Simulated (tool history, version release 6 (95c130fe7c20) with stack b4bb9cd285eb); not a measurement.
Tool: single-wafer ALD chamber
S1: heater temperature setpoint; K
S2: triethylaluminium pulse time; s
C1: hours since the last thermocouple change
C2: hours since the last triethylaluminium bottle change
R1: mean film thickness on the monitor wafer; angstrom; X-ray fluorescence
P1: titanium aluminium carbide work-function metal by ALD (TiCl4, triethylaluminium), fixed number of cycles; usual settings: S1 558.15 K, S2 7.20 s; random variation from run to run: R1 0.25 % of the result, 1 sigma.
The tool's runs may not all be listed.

| run | hour | S1 | S2 | C1 | C2 | R1 |
|---|---|---|---|---|---|---|
| 1 | 5.2 | 558.15 | 7.20 | 503.4 | 75.7 | 18.106 |
| 2 | 10.4 | 558.15 | 7.20 | 508.6 | 80.9 | 18.150 |
| 3 | 14.0 | 572.15 | 10.57 | 512.2 | 84.5 | 20.468 |
| 4 | 17.5 | 558.15 | 7.20 | 515.7 | 88.0 | 18.178 |
| 5 | 22.1 | 558.15 | 7.20 | 520.3 | 92.6 | 18.129 |
| 6 | 25.2 | 535.15 | 7.20 | 523.4 | 95.7 | 16.159 |
| 7 | 28.5 | 574.15 | 10.88 | 526.7 | 99.0 | 20.742 |
| 8 | 34.6 | 582.15 | 7.20 | 532.8 | 105.1 | 20.097 |
| 9 | 40.1 | 558.15 | 7.20 | 538.3 | 110.6 | 18.145 |
| 10 | 46.4 | 558.15 | 9.63 | 544.6 | 116.9 | 19.102 |
| 11 | 51.2 | 558.15 | 2.85 | 549.4 | 121.7 | 12.370 |
| 12 | 54.6 | 572.15 | 10.21 | 552.8 | 125.1 | 20.469 |
| 13 | 59.0 | 558.15 | 7.20 | 557.2 | 129.5 | 18.180 |
| 14 | 63.0 | 558.15 | 7.20 | 561.2 | 133.5 | 17.929 |
| 15 | 66.9 | 558.15 | 7.20 | 565.1 | 137.4 | 17.939 |
| 16 | 73.8 | 558.15 | 7.20 | 572.0 | 144.3 | 17.790 |
| 17 | 78.3 | 558.15 | 7.20 | 576.5 | 148.8 | 17.689 |
| 18 | 82.6 | 558.15 | 7.20 | 580.8 | 153.1 | 17.803 |

Forecast run 19:
| 19 | 86.5 | 558.15 | 7.20 | 584.7 | 157.0 | ? |

Run 19 gave R1 17.721 angstrom.

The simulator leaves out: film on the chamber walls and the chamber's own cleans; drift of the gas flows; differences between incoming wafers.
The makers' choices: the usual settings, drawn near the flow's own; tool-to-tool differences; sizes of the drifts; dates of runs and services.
